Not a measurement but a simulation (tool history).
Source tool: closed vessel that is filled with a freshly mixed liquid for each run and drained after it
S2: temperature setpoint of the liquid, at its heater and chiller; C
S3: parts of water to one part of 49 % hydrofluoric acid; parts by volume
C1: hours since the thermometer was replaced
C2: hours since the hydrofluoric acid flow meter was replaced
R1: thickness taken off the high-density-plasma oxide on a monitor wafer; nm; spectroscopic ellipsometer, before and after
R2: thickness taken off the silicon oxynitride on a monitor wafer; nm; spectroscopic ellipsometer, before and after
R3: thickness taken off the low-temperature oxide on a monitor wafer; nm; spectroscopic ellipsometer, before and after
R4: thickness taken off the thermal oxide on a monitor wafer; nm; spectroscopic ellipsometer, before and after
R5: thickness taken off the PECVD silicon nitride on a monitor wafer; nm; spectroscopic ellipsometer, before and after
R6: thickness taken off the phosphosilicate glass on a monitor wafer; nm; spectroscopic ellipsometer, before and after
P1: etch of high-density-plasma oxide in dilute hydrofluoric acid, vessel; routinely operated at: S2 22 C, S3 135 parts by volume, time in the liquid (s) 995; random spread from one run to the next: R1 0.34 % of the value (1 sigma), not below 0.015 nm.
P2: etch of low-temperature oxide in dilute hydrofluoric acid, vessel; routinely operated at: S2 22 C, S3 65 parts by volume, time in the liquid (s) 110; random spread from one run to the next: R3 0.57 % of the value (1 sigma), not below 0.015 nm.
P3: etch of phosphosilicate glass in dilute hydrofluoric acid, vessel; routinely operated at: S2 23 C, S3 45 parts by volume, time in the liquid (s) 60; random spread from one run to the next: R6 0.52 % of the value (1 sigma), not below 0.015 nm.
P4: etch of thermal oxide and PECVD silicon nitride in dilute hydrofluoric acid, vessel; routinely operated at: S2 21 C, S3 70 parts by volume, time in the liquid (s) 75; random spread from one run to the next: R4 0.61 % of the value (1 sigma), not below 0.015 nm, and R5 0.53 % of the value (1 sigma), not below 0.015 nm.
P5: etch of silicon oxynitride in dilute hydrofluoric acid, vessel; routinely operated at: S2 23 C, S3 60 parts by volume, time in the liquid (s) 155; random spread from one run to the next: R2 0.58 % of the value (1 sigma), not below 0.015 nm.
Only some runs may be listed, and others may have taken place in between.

{"run": 1, "hour": 6.1, "process that ran": "P1", "S2": 22, "S3": 135, "time in the liquid (s)": 995, "C1": 141.8, "C2": 1141.4, "R1": 33.903}
{"run": 2, "hour": 11.4, "process that ran": "P1", "S2": 22, "S3": 135, "time in the liquid (s)": 995, "C1": 147.1, "C2": 1146.7, "R1": 33.961}
{"run": 3, "hour": 14.2, "process that ran": "P1", "S2": 25.5, "S3": 55, "time in the liquid (s)": 995, "C1": 149.9, "C2": 1149.5, "R1": 106.02}
{"run": 4, "hour": 17.5, "process that ran": "P5", "S2": 29, "S3": 60, "time in the liquid (s)": 155, "C1": 153.2, "C2": 1152.8, "R2": 16.042}
{"run": 5, "hour": 20.4, "process that ran": "P2", "S2": 22, "S3": 65, "time in the liquid (s)": 110, "C1": 156.1, "C2": 1155.7, "R3": 43.786}
{"run": 6, "hour": 23.5, "process that ran": "P4", "S2": 21, "S3": 25, "time in the liquid (s)": 75, "C1": 159.2, "C2": 1158.8, "R4": 14.049, "R5": 10.856}
{"run": 7, "hour": 26.7, "process that ran": "P1", "S2": 22, "S3": 135, "time in the liquid (s)": 995, "C1": 162.4, "C2": 1162, "R1": 33.838}
{"run": 8, "hour": 31.6, "process that ran": "P2", "S2": 22, "S3": 100, "time in the liquid (s)": 110, "C1": 167.3, "C2": 1166.9, "R3": 27.283}
{"run": 9, "hour": 35.9, "process that ran": "P5", "S2": 23, "S3": 60, "time in the liquid (s)": 155, "C1": 171.6, "C2": 1171.2, "R2": 12.042}
{"run": 10, "hour": 41.2, "process that ran": "P3", "S2": 23, "S3": 45, "time in the liquid (s)": 60, "C1": 176.9, "C2": 1176.5, "R6": 206.15}
{"run": 11, "hour": 45.4, "process that ran": "P1", "S2": 22, "S3": 135, "time in the liquid (s)": 295, "C1": 181.1, "C2": 1180.7, "R1": 10.1}
{"run": 12, "hour": 50.6, "process that ran": "P1", "S2": 22, "S3": 135, "time in the liquid (s)": 995, "C1": 186.3, "C2": 1185.9, "R1": 33.928}
{"run": 13, "hour": 53.7, "process that ran": "P1", "S2": 17, "S3": 135, "time in the liquid (s)": 995, "C1": 189.4, "C2": 1189, "R1": 27.747}
{"run": 14, "hour": 57.1, "process that ran": "P3", "S2": 23, "S3": 20, "time in the liquid (s)": 60, "C1": 192.8, "C2": 1192.4, "R6": 474.07}
{"run": 15, "hour": 61.3, "process that ran": "P4", "S2": 17, "S3": 70, "time in the liquid (s)": 75, "C1": 197, "C2": 1196.6, "R4": 3.9402, "R5": 3.0862}
{"run": 16, "hour": 65.2, "process that ran": "P1", "S2": 22, "S3": 135, "time in the liquid (s)": 995, "C1": 200.9, "C2": 1200.5, "R1": 33.865}
{"run": 17, "hour": 71.7, "process that ran": "P5", "S2": 23, "S3": 60, "time in the liquid (s)": 45, "C1": 207.4, "C2": 1207, "R2": 3.4863}
{"run": 18, "hour": 77.3, "process that ran": "P1", "S2": 22, "S3": 135, "time in the liquid (s)": 995, "C1": 213, "C2": 1212.6, "R1": 33.818}
{"run": 19, "hour": 82.7, "process that ran": "P5", "S2": 23, "S3": 60, "time in the liquid (s)": 155, "C1": 218.4, "C2": 1218, "R2": 12.014}
{"run": 20, "hour": 88.0, "process that ran": "P1", "S2": 22, "S3": 135, "time in the liquid (s)": 995, "C1": 223.7, "C2": 1223.3, "R1": 33.752}
{"run": 21, "hour": 93.9, "process that ran": "P1", "S2": 22, "S3": 215, "time in the liquid (s)": 995, "C1": 229.6, "C2": 1229.2, "R1": 19.393}
{"run": 22, "hour": 98.2, "process that ran": "P4", "S2": 21, "S3": 70, "time in the liquid (s)": 75, "C1": 233.9, "C2": 1233.5, "R4": 4.6945, "R5": 4.0101}
{"run": 23, "hour": 101.4, "process that ran": "P1", "S2": 27, "S3": 135, "time in the liquid (s)": 995, "C1": 237.1, "C2": 1236.7, "R1": 40.99}
{"run": 24, "hour": 105.8, "process that ran": "P4", "S2": 21, "S3": 70, "time in the liquid (s)": 30, "C1": 241.5, "C2": 1241.1, "R4": 1.8949, "R5": 1.6276}
{"run": 25, "hour": 112.0, "process that ran": "P5", "S2": 23, "S3": 105, "time in the liquid (s)": 155, "C1": 247.7, "C2": 1247.3, "R2": 6.7097}
{"run": 26, "hour": 115.2, "process that ran": "P3", "S2": 23, "S3": 45, "time in the liquid (s)": 90, "C1": 250.9, "C2": 1250.5, "R6": 307.28}
{"run": 27, "hour": 119.5, "process that ran": "P3", "S2": 23, "S3": 45, "time in the liquid (s)": 60, "C1": 255.2, "C2": 1254.8, "R6": 206.28}
{"run": 28, "hour": 125.0, "process that ran": "P4", "S2": 21, "S3": 70, "time in the liquid (s)": 75, "C1": 260.7, "C2": 1260.3, "R4": 4.691, "R5": 3.9686}
{"run": 29, "hour": 129.2, "process that ran": "P1", "S2": 22, "S3": 135, "time in the liquid (s)": 1635, "C1": 264.9, "C2": 1264.5, "R1": 55.56}
{"run": 30, "hour": 132.6, "process that ran": "P1", "S2": 22, "S3": 45, "time in the liquid (s)": 995, "C1": 268.3, "C2": 1267.9, "R1": 112.63}
{"run": 31, "hour": 138.0, "process that ran": "P2", "S2": 17, "S3": 65, "time in the liquid (s)": 110, "C1": 273.7, "C2": 1273.3, "R3": 35.353}
{"run": 32, "hour": 141.3, "process that ran": "P3", "S2": 29, "S3": 45, "time in the liquid (s)": 60, "C1": 277, "C2": 1276.6, "R6": 262.74}
{"run": 33, "hour": 145.5, "process that ran": "P2", "S2": 22, "S3": 65, "time in the liquid (s)": 205, "C1": 281.2, "C2": 1280.8, "R3": 82.207}
{"run": 34, "hour": 151.7, "process that ran": "P1", "S2": 22, "S3": 135, "time in the liquid (s)": 995, "C1": 287.4, "C2": 1287, "R1": 33.912}
{"run": 35, "hour": 155.6, "process that ran": "P1", "S2": 22, "S3": 135, "time in the liquid (s)": 995, "C1": 291.3, "C2": 1290.9, "R1": 33.293}

Predict the results of run 36:
{"run": 36, "hour": 159.2, "process that ran": "P1", "S2": 22, "S3": 135, "time in the liquid (s)": 995, "C1": 294.9, "C2": 1294.5, "R1": "?"}

{"run 36": {"R1": 32.722}}
